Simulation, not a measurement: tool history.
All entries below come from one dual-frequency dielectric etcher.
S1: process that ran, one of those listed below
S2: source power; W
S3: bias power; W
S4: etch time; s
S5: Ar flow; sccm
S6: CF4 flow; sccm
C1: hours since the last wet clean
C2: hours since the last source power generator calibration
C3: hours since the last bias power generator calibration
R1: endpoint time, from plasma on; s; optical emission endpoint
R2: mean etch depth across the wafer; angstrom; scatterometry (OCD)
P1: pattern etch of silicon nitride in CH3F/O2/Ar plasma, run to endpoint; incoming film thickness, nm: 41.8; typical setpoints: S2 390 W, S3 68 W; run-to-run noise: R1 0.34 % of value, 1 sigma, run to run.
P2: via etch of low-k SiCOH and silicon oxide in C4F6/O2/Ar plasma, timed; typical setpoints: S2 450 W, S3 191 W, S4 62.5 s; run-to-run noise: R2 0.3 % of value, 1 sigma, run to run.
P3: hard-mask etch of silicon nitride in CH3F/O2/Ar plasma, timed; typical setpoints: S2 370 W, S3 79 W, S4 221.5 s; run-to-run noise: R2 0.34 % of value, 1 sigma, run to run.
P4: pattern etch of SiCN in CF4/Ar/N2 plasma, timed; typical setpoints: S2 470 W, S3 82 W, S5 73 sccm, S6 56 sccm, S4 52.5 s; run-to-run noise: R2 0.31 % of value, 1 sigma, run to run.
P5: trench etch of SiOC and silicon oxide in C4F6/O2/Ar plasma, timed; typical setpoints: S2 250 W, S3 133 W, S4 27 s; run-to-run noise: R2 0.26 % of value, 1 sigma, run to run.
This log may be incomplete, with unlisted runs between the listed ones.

run,day,S1,S2,S3,S4,S5,S6,C1,C2,C3,R1,R2
1,0.704,P1,390,68,,,,88.1,607.3,309.4,63.99,
2,1.462,P5,250,133,20,,,106.3,625.5,327.6,,309.17
3,2.138,P1,390,68,,,,122.5,641.7,343.8,63.796,
# day 2.233: source power generator calibrated
4,2.654,P1,390,68,,,,134.9,10.2,356.2,63.845,
5,3.383,P2,450,191,62.5,,,152.4,27.7,373.7,,1855.9
6,3.804,P1,390,89,,,,162.5,37.8,383.8,58.217,
7,4.271,P5,160,133,27,,,173.7,49,395,,350.86
8,4.792,P1,470,55,,,,186.2,61.5,407.5,63.721,
9,5.342,P1,390,68,,,,199.4,74.7,420.7,63.564,
10,5.738,P2,450,250,62.5,,,208.9,84.2,430.2,,2025.2
11,6.304,P1,500,80,,,,222.5,97.8,443.8,54.898,
12,6.683,P4,470,82,29,73,56,231.6,106.9,452.9,,280.29
13,7.329,P3,370,55,221.5,,,247.1,122.4,468.4,,1421.4
14,7.962,P4,470,82,52.5,96,56,262.3,137.6,483.6,,485.79
15,8.425,P2,450,191,41.5,,,273.4,148.7,494.7,,1232
16,9.167,P2,450,191,62.5,,,291.2,166.5,512.5,,1864.9
17,9.858,P1,250,68,,,,307.8,183.1,529.1,75.666,
18,10.2,P4,600,82,52.5,73,56,316,191.3,537.3,,629.52
19,10.733,P4,470,50,52.5,73,56,328.8,204.1,550.1,,430.6
20,11.242,P1,390,53,,,,341,216.3,562.3,69.021,
21,11.95,P5,250,133,27,,,358,233.3,579.3,,416.85
22,12.596,P3,220,79,221.5,,,373.5,248.8,594.8,,1324.3
23,13.304,P5,250,187,27,,,390.5,265.8,611.8,,464.32
24,13.692,P5,250,133,27,,,399.8,275.1,621.1,,416.52
25,14.067,P2,300,191,62.5,,,408.8,284.1,630.1,,1585.6
26,14.554,P1,540,68,,,,420.5,295.8,641.8,56.416,
27,14.954,P1,390,68,,,,430.1,305.4,651.4,63.823,
28,15.7,P3,370,79,158,,,448,323.3,669.3,,1142.2
29,16.404,P3,370,79,221.5,,,464.9,340.2,686.2,,1609.5
30,16.767,P4,470,82,52.5,73,45,473.6,348.9,694.9,,495.14
31,17.171,P4,470,82,52.5,73,56,483.3,358.6,704.6,,507.67
32,17.754,P1,290,91,,,,497.3,372.6,718.6,64.375,
33,18.262,P1,390,68,,,,509.5,384.8,730.8,63.977,
34,18.604,P1,390,68,,,,517.7,393,739,64.202,
35,19.317,P1,390,68,,,,534.8,410.1,756.1,64.211,
36,19.738,P1,390,68,,,,544.9,420.2,766.2,64.513,
37,20.146,P1,390,68,,,,554.7,430,776,64.874,
# day 20.317: wet clean of the chamber
38,20.608,P1,390,68,,,,7.1,441.1,787.1,64.798,
39,21.058,P1,390,68,,,,17.9,451.9,797.9,64.735,
40,21.788,P1,390,68,,,,35.4,469.4,815.4,65.098,
41,22.146,P1,390,68,,,,44,478,824,64.908,
42,22.908,P1,390,68,,,,62.3,496.3,842.3,64.771,

What P1 gives has crept away from where it was. These 2 causes fit the log equally well, each at the size given:
A: bias power that arrives under what is set, % = 4.87
B: source power that arrives under what is set, % = 4.33
The onset of the drift is placed at about day 18.262.
All other causes, with the reason each is excluded:
chamber walls in a state that lowers the etch rate, %: its service at day 20.317 followed the start of the drift and did not put the process back to its old value

Which of the 4 check runs listed below separates the causes, so that each cause would produce a clearly different result? Each run uses one wafer, and its results are marked with question marks.
check 1,23.671,P4,540,67,52.5,73,56,,,,,?
check 2,23.671,P3,250,79,221.5,,,,,,,?
check 3,23.671,P2,450,242,62.5,,,,,,,?
check 4,23.671,P5,200,179,27,,,,,,,?

How each check would come out, cause by cause:
check,result,if A,if B
check 1,R2,526.3,514.54
check 2,R2,1361.5,1363.5
check 3,R2,1973.8,1972.9
check 4,R2,413.25,413.05
Minimum pairwise separation of causes per check, each pair taken at its best-separating result: check 1 2.26 %; check 2 0.15 %; check 3 0.04 %; check 4 0.05 %
The causes can be told apart only by check 1. The other checks would give nearly the same results under each of them.

The results of check 1 are: R2 514.25 angstrom. Based on these, which of the listed causes is it?

It was cause B: source power that arrives under what is set, %.

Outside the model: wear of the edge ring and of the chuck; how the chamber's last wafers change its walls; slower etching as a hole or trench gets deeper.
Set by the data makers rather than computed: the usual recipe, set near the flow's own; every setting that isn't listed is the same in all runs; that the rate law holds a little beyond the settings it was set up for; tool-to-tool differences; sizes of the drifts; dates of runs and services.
